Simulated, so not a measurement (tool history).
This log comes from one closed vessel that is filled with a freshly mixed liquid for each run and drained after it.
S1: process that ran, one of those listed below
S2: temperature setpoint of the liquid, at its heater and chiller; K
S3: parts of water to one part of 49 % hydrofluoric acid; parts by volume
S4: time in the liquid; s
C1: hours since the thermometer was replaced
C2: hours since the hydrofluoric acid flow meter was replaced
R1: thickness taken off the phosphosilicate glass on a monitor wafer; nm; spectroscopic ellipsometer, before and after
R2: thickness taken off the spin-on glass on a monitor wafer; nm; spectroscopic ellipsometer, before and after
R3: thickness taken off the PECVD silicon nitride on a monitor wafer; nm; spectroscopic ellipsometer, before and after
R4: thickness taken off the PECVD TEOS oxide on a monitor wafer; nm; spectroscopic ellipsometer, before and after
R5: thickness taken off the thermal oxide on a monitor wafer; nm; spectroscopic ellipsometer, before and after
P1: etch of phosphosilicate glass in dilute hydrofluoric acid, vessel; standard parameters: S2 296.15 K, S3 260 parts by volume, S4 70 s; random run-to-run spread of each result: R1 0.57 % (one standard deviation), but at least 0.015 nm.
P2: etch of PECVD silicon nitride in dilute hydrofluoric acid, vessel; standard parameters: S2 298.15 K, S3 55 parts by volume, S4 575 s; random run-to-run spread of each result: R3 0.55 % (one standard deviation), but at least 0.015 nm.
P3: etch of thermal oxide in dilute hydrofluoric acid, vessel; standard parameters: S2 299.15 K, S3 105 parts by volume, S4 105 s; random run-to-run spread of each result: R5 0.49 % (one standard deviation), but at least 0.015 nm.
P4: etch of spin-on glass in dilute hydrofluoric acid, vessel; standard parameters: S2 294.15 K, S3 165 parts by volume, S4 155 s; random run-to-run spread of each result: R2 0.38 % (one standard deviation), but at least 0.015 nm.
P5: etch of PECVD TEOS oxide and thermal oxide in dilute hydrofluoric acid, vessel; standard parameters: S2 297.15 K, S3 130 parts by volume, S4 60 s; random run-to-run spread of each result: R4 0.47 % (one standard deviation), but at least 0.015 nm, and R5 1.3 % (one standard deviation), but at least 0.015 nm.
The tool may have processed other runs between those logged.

| run | hour | S1 | S2 | S3 | S4 | C1 | C2 | R1 | R2 | R3 | R4 | R5 |
|---|---|---|---|---|---|---|---|---|---|---|---|---|
| 1 | 8.6 | P1 | 296.15 | 260 | 70 | 1236.2 | 246.4 | 44.392 |  |  |  |  |
| 2 | 16.5 | P4 | 290.15 | 165 | 155 | 1244.1 | 254.3 |  | 23.418 |  |  |  |
| 3 | 29.1 | P1 | 304.15 | 260 | 100 | 1256.7 | 266.9 | 82.898 |  |  |  |  |
| 4 | 39.5 | P2 | 298.15 | 55 | 575 | 1267.1 | 277.3 |  |  | 35.3330 |  |  |
| 5 | 54.4 | P5 | 297.15 | 185 | 60 | 1282.0 | 292.2 |  |  |  | 4.7674 | 1.4624 |
| 6 | 62.4 | P2 | 298.15 | 95 | 575 | 1290.0 | 300.2 |  |  | 20.5110 |  |  |
| 7 | 69.9 | P3 | 299.15 | 105 | 195 | 1297.5 | 307.7 |  |  |  |  | 10.0130 |
| 8 | 83.9 | P5 | 290.65 | 130 | 60 | 1311.5 | 321.7 |  |  |  | 5.5856 | 1.6709 |
| 9 | 92.7 | P2 | 298.15 | 55 | 575 | 1320.3 | 330.5 |  |  | 35.4750 |  |  |
| 10 | 102.0 | P5 | 297.15 | 130 | 30 | 1329.6 | 339.8 |  |  |  | 3.6307 | 1.0320 |
| 11 | 115.4 | P5 | 297.15 | 130 | 60 | 1343.0 | 353.2 |  |  |  | 7.2321 | 2.1620 |
| 12 | 125.9 | P4 | 294.15 | 165 | 155 | 1353.5 | 363.7 |  | 27.648 |  |  |  |
| 13 | 136.3 | P1 | 296.15 | 260 | 135 | 1363.9 | 374.1 | 85.190 |  |  |  |  |
| 14 | 150.0 | P1 | 301.15 | 260 | 70 | 1377.6 | 387.8 | 53.031 |  |  |  |  |
| 15 | 163.2 | P3 | 299.15 | 60 | 105 | 1390.8 | 401.0 |  |  |  |  | 10.0430 |
| 16 | 172.6 | P2 | 298.15 | 55 | 30 | 1400.2 | 410.4 |  |  | 1.8566 |  |  |
| 17 | 186.0 | P5 | 297.15 | 130 | 60 | 1413.6 | 423.8 |  |  |  | 7.2352 | 2.1483 |
| 18 | 197.1 | P4 | 294.15 | 165 | 65 | 1424.7 | 434.9 |  | 11.626 |  |  |  |
| 19 | 204.3 | P1 | 296.15 | 380 | 70 | 1431.9 | 442.1 | 27.081 |  |  |  |  |
| 20 | 219.2 | P1 | 296.15 | 260 | 70 | 1446.8 | 457.0 | 44.502 |  |  |  |  |
| 21 | 234.5 | P3 | 299.15 | 105 | 105 | 1462.1 | 472.3 |  |  |  |  | 5.3841 |
| 22 | 244.1 | P1 | 296.15 | 260 | 35 | 1471.7 | 481.9 | 22.019 |  |  |  |  |
| 23 | 252.5 | P1 | 296.15 | 55 | 70 | 1480.1 | 490.3 | 264.880 |  |  |  |  |
| 24 | 262.6 | P1 | 296.15 | 260 | 70 | 1490.2 | 500.4 | 44.821 |  |  |  |  |
| 25 | 272.9 | P1 | 296.15 | 260 | 70 | 1500.5 | 510.7 | 44.436 |  |  |  |  |
| 26 | 281.5 | P4 | 294.15 | 85 | 155 | 1509.1 | 519.3 |  | 58.781 |  |  |  |
| 27 | 294.4 | P1 | 296.15 | 160 | 135 | 1522.0 | 532.2 | 155.200 |  |  |  |  |
| 28 | 306.1 | P2 | 304.65 | 55 | 575 | 1533.7 | 543.9 |  |  | 54.4910 |  |  |
| 29 | 319.7 | P3 | 294.65 | 105 | 105 | 1547.3 | 557.5 |  |  |  |  | 4.4990 |
| 30 | 329.6 | P1 | 291.65 | 260 | 70 | 1557.2 | 567.4 | 37.728 |  |  |  |  |

The next listed run, before its measurement:
| 31 | 343.5 | P1 | 296.15 | 260 | 70 | 1571.1 | 581.3 | ? |  |  |  |  |

{"run 31": {"R1": 44.367}}
